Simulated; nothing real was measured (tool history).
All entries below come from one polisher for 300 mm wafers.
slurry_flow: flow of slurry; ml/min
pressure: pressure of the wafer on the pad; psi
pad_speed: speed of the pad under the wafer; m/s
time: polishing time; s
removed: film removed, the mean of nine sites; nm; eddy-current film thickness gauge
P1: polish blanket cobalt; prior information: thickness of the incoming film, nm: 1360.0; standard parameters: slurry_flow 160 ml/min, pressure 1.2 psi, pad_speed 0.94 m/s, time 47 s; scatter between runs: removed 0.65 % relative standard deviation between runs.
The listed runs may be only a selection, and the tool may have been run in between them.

run   hour  slurry_flow  pressure  pad_speed  time  removed
  1    8.5          160       1.2       0.94    47   113.55
  2   13.9           95       1.2       0.94    47   101.25
  3   20.3          205       1.2       0.94    47   118.39
  4   28.6          245       1.2        0.6    47   76.317
  5   33.4          160       1.2       0.52    47   61.582
  6   41.4          160       1.2       0.94    21   50.572
  7   50.4          160       1.2       0.94    68   161.86
        57  -- head pressure recalibrated
  8     59          160       1.2       1.24    47   147.79
  9   65.9          160       1.2       0.94    47   112.56
 10   74.5          160       1.8       0.94    47   168.14
 11   82.4          160       0.5       0.94    47   46.648
 12   89.1          160       1.2       0.94    47   112.46
 13   96.7          160       1.2       0.94    47   112.38
 14  103.6          160       1.2       0.94    47   111.23
 15  111.6          160       1.2       0.94    47   109.67
 16  117.9          160       1.2       0.94    47   107.21
 17  125.4          160       1.2       0.94    47   106.89
     133.9  -- head pressure recalibrated
 18  134.6          160       1.2       0.94    47   105.15
 19  139.8          160       1.2       0.94    47   104.42
 20  146.9          160       1.2       0.94    47   102.93
 21  154.7          160       1.2       0.94    47   104.16
 22  161.4          160       1.2       0.94    47   103.06
 23  169.2          160       1.2       0.94    47   103.25
 24  178.1          160       1.2       0.94    47   104.43

The log shows P1 creeping away from where it was. Any of the 2 causes listed here, at the size stated for it, fits the log just as well as the others:
A: slurry flow missing at the pad, % = 34.2
B: removal rate lost through wear of the pad, % = 7.89
The gradual shift began around hour 103.6.
Each remaining cause and why it is not a fit:
head's pressure below its setpoint, %: was serviced at hour 133.9, once the creep was under way, yet the earlier output never came back

The check runs listed below each take one wafer, and their results are still question marks. Under which run would the listed causes lead to clearly different results?
check 1   187           95       1.2       0.94    26        ?
check 2   187          160       1.8       0.54    47        ?
check 3   187          160       0.9       0.94    47        ?
check 4   187          160       1.8       0.94    28        ?

Expected result of each check under each candidate cause:
  check   result    if A    if B
check 1  removed  48.972  51.373
check 2  removed  89.111  89.115
check 3  removed   77.56  77.563
check 4  removed  92.411  92.415
Per-check spread between the two closest causes, in the result where they differ most: check 1 4.79 %; check 2 0 %; check 3 0 %; check 4 0 %
Only check 1 tells the causes apart: in the others they would give nearly the same result.

Then check 1 was run and gave: removed 51.155 nm. Which cause is it?

The correct cause is B, namely: removal rate lost through wear of the pad, %.
